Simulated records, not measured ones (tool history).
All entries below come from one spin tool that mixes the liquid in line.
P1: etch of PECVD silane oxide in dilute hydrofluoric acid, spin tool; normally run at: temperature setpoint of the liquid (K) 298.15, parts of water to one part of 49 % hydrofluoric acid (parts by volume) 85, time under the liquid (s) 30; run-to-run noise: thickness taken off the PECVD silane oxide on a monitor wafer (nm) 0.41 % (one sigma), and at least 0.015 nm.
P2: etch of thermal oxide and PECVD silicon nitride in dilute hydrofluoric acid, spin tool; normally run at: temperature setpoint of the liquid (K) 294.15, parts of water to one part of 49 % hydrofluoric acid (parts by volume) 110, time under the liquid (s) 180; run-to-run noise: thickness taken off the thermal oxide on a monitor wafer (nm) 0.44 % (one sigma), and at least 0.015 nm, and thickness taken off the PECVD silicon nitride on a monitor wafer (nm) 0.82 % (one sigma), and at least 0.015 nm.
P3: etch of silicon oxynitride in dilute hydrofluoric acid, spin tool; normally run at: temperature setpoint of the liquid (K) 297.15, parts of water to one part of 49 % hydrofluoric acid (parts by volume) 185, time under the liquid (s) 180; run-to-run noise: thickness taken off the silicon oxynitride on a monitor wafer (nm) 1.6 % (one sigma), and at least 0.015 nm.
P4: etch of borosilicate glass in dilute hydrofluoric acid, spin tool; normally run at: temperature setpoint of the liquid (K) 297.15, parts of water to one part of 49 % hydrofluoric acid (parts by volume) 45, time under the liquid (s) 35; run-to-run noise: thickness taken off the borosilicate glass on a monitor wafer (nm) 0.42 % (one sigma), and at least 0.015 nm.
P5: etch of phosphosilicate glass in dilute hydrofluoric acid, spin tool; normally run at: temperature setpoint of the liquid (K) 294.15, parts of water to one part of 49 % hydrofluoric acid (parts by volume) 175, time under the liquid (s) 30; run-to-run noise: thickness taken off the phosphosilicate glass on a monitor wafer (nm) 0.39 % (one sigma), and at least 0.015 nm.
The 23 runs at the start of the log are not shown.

run,day,process that ran,temperature setpoint of the liquid (K),parts of water to one part of 49 % hydrofluoric acid (parts by volume),time under the liquid (s),thickness taken off the PECVD silane oxide on a monitor wafer (nm),thickness taken off the thermal oxide on a monitor wafer (nm),thickness taken off the PECVD silicon nitride on a monitor wafer (nm),thickness taken off the borosilicate glass on a monitor wafer (nm),thickness taken off the phosphosilicate glass on a monitor wafer (nm),thickness taken off the silicon oxynitride on a monitor wafer (nm)
24,13.792,P1,298.15,85,30,18.4280,,,,,
25,14.446,P4,297.15,45,35,,,,37.494,,
26,15.062,P5,294.15,175,30,,,,,16.2510,
27,15.412,P5,294.15,175,15,,,,,8.1034,
28,15.883,P3,304.65,185,180,,,,,,1.95310
29,16.279,P3,297.15,250,180,,,,,,0.95073
30,16.750,P1,298.15,85,15,9.1936,,,,,
31,17.204,P1,298.15,85,30,18.2800,,,,,
32,17.683,P1,298.15,50,30,32.9650,,,,,
33,18.200,P2,294.15,110,345,,13.3580,5.6340,,,
34,18.550,P1,298.15,85,30,18.3460,,,,,
35,19.250,P1,298.15,85,30,17.8030,,,,,
36,19.896,P1,298.15,85,30,17.6190,,,,,
37,20.479,P1,298.15,85,30,17.4450,,,,,
38,21.129,P1,298.15,85,30,17.3890,,,,,

Run 39 comes next. What will it give?
39,21.812,P1,298.15,85,30,?,,,,,

For run 39 the tool returned thickness taken off the PECVD silane oxide on a monitor wafer (nm) 17.3400.

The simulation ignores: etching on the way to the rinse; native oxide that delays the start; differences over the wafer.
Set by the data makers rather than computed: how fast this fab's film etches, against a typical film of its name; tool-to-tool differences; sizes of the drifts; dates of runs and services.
